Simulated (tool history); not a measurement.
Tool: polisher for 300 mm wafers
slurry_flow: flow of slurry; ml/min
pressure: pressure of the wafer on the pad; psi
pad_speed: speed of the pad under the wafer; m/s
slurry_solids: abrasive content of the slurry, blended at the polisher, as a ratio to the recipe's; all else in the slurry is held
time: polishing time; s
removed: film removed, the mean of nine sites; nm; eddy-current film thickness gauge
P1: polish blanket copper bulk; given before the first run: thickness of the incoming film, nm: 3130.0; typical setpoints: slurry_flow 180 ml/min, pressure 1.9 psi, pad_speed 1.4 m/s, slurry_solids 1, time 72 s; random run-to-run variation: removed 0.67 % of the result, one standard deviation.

| run | hour | slurry_flow | pressure | pad_speed | slurry_solids | time | wafers polished on this pad | hours since the slurry nozzle was cleaned | hours since the head pressure was calibrated | hours since the slurry blender was calibrated | removed |
|---|---|---|---|---|---|---|---|---|---|---|---|
| 1 | 8 | 180 | 1.9 | 1.4 | 1 | 72 | 630 | 168.6 | 585.3 | 75.4 | 633.97 |
| 2 | 14.4 | 180 | 1 | 1.4 | 1 | 108 | 679 | 175 | 591.7 | 81.8 | 491.56 |
| 3 | 24.2 | 110 | 1.9 | 1.4 | 1 | 72 | 754 | 184.8 | 601.5 | 91.6 | 568.01 |
| 4 | 32.3 | 180 | 1.9 | 2.16 | 1 | 103 | 816 | 192.9 | 609.6 | 99.7 | 1386.6 |
| 5 | 41 | 180 | 1.9 | 1.4 | 1 | 72 | 882 | 201.6 | 618.3 | 108.4 | 631.28 |
|  | 41.8 | slurry blender recalibrated |
| 6 | 45.9 | 180 | 1.9 | 2.06 | 1 | 72 | 920 | 206.5 | 623.2 | 4.2 | 921.38 |
| 7 | 53.4 | 180 | 1.9 | 1.4 | 1 | 33 | 977 | 214 | 630.7 | 11.7 | 289 |
| 8 | 62.6 | 180 | 1.9 | 1.4 | 1 | 72 | 1047 | 223.2 | 639.9 | 20.9 | 631.85 |
| 9 | 73.4 | 180 | 3 | 1.4 | 1 | 72 | 1130 | 234 | 650.7 | 31.7 | 992.71 |
| 10 | 78.9 | 180 | 1.9 | 1.4 | 0.55 | 72 | 1172 | 239.5 | 656.2 | 37.2 | 548.01 |
| 11 | 85.2 | 180 | 1.9 | 1.4 | 1.4 | 72 | 1220 | 245.8 | 662.5 | 43.5 | 671.59 |
| 12 | 93.6 | 180 | 1.9 | 1.4 | 1 | 110 | 1284 | 254.2 | 670.9 | 51.9 | 958.29 |
| 13 | 100.5 | 180 | 1.4 | 1.4 | 1 | 72 | 1337 | 261.1 | 677.8 | 58.8 | 463.34 |
| 14 | 108.1 | 180 | 1.9 | 1.4 | 1 | 72 | 1395 | 268.7 | 685.4 | 66.4 | 616.24 |
| 15 | 114.1 | 180 | 1.9 | 0.64 | 1 | 72 | 1440 | 274.7 | 691.4 | 72.4 | 287.98 |
|  | 116.8 | slurry nozzle cleaned |
| 16 | 124 | 235 | 1.9 | 1.4 | 1 | 72 | 1516 | 7.3 | 701.3 | 82.3 | 645.62 |
| 17 | 132.8 | 180 | 1.9 | 1.4 | 1 | 72 | 1583 | 16.1 | 710.1 | 91.1 | 626.19 |

The next listed run, before its measurement:
| 18 | 141.5 | 180 | 1.9 | 1.4 | 1 | 72 | 1650 | 24.8 | 718.8 | 99.8 | ? |

removed: 611.72 nm
